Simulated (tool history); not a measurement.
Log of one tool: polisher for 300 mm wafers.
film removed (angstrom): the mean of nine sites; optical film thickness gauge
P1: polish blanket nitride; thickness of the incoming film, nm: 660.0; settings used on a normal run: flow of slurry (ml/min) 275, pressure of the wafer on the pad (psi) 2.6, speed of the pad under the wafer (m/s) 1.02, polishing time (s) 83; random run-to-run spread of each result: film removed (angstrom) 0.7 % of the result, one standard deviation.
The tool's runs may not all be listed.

run   hour  flow of slurry (ml/min)  pressure of the wafer on the pad (psi)  speed of the pad under the wafer (m/s)  polishing time (s)  wafers polished on this pad  hours since the slurry nozzle was cleaned  hours since the head pressure was calibrated  film removed (angstrom)
  1   14.7                      275                                     2.6                                    1.02                  83                          503                                      467.3                                          75.5                   952.86
  2   25.4                      395                                     3.2                                    1.02                  83                          575                                        478                                          86.2                   1203.6
  3   34.4                      165                                     2.6                                    1.02                  83                          636                                        487                                          95.2                   895.69
  4   42.3                      275                                     2.6                                    1.02                  83                          689                                      494.9                                         103.1                   954.73
  5   58.1                      275                                     2.6                                    0.46                  83                          796                                      510.7                                         118.9                   502.41
  6   74.1                      275                                     2.6                                    1.02                 120                          904                                      526.7                                         134.9                   1374.2
  7   88.8                      420                                     2.6                                    1.02                  83                         1003                                      541.4                                         149.6                   994.97
  8     98                      275                                     1.2                                    1.02                  83                         1065                                      550.6                                         158.8                   444.39
  9  115.4                      275                                     2.6                                    1.02                  83                         1183                                        568                                         176.2                   964.25
 10  126.1                      275                                     2.6                                    1.02                  83                         1255                                      578.7                                         186.9                   957.21
 11  135.5                      165                                     2.6                                    1.02                 110                         1318                                      588.1                                         196.3                   1187.8
 12  144.2                      275                                     2.6                                    1.02                  83                         1377                                      596.8                                           205                   945.21
 13  153.7                      275                                     3.8                                    1.02                  83                         1441                                      606.3                                         214.5                   1391.1
 14  163.7                      275                                     2.6                                    1.02                  58                         1509                                      616.3                                         224.5                   670.11
 15    176                      275                                     2.6                                    1.42                  83                         1592                                      628.6                                         236.8                   1237.6
 16  189.8                      275                                     2.6                                    1.02                  83                         1685                                      642.4                                         250.6                    962.9
 17  201.8                      275                                     2.6                                    1.02                  83                         1766                                      654.4                                         262.6                   942.51
 18  213.4                      275                                     2.6                                    1.02                  83                         1844                                        666                                         274.2                   936.67
 19  223.4                      275                                     2.6                                    1.02                  83                         1912                                        676                                         284.2                   934.05
 20  232.8                      275                                     2.6                                    1.02                  83                         1975                                      685.4                                         293.6                   922.64
 21  249.3                      275                                     2.6                                    1.02                  83                         2087                                      701.9                                         310.1                   924.79
       252  -- head pressure recalibrated
 22  264.1                      275                                     2.6                                    1.02                  83                         2187                                      716.7                                          12.1                   906.73
 23  279.7                      275                                     2.6                                    1.02                  83                         2292                                      732.3                                          27.7                   915.21
 24  293.8                      275                                     2.6                                    1.02                  83                         2387                                      746.4                                          41.8                   926.05
 25  311.1                      275                                     2.6                                    1.02                  83                         2504                                      763.7                                          59.1                   906.83
 26  327.2                      275                                     2.6                                    1.02                  83                         2613                                      779.8                                          75.2                   914.63

Something has made what P1 gives creep away from where it was; the 2 causes below, each at its own stated size, fit the log equally well:
A: slurry flow missing at the pad, % = 28
B: removal rate lost through wear of the pad, % = 3.7
The creep began at about hour 189.8.
The rest of the possible causes, and what rules out each one:
head's pressure below its setpoint, %: was serviced at hour 252, once the creep was under way, yet the earlier output never came back

Which of the 4 check runs listed below, each an average over 5 wafers with its results shown as question marks, gives clearly different results under the different listed causes?
check 1  343.3                      275                                     1.3                                    1.02                 115                                                                                                                                              ?
check 2  343.3                      275                                     3.7                                    1.02                  83                                                                                                                                              ?
check 3  343.3                      165                                     2.6                                    1.22                  83                                                                                                                                              ?
check 4  343.3                      275                                     1.5                                    1.02                 106                                                                                                                                              ?

Outcome of each check run for each possible cause:
  check                   result    if A    if B
check 1  film removed (angstrom)     637  636.97
check 2  film removed (angstrom)  1308.5  1308.5
check 3  film removed (angstrom)   972.5   995.1
check 4  film removed (angstrom)  677.48  677.45
Per-check spread between the two closest causes, in the result where they differ most: check 1 0 %; check 2 0 %; check 3 2.3 %; check 4 0 %
Check 3 distinguishes between the causes, while the remaining checks would return nearly the same result for all of them.

Then check 3 was run and gave: film removed (angstrom) 994.63. Which cause is it?

Of the candidate causes, it is B: removal rate lost through wear of the pad, %.
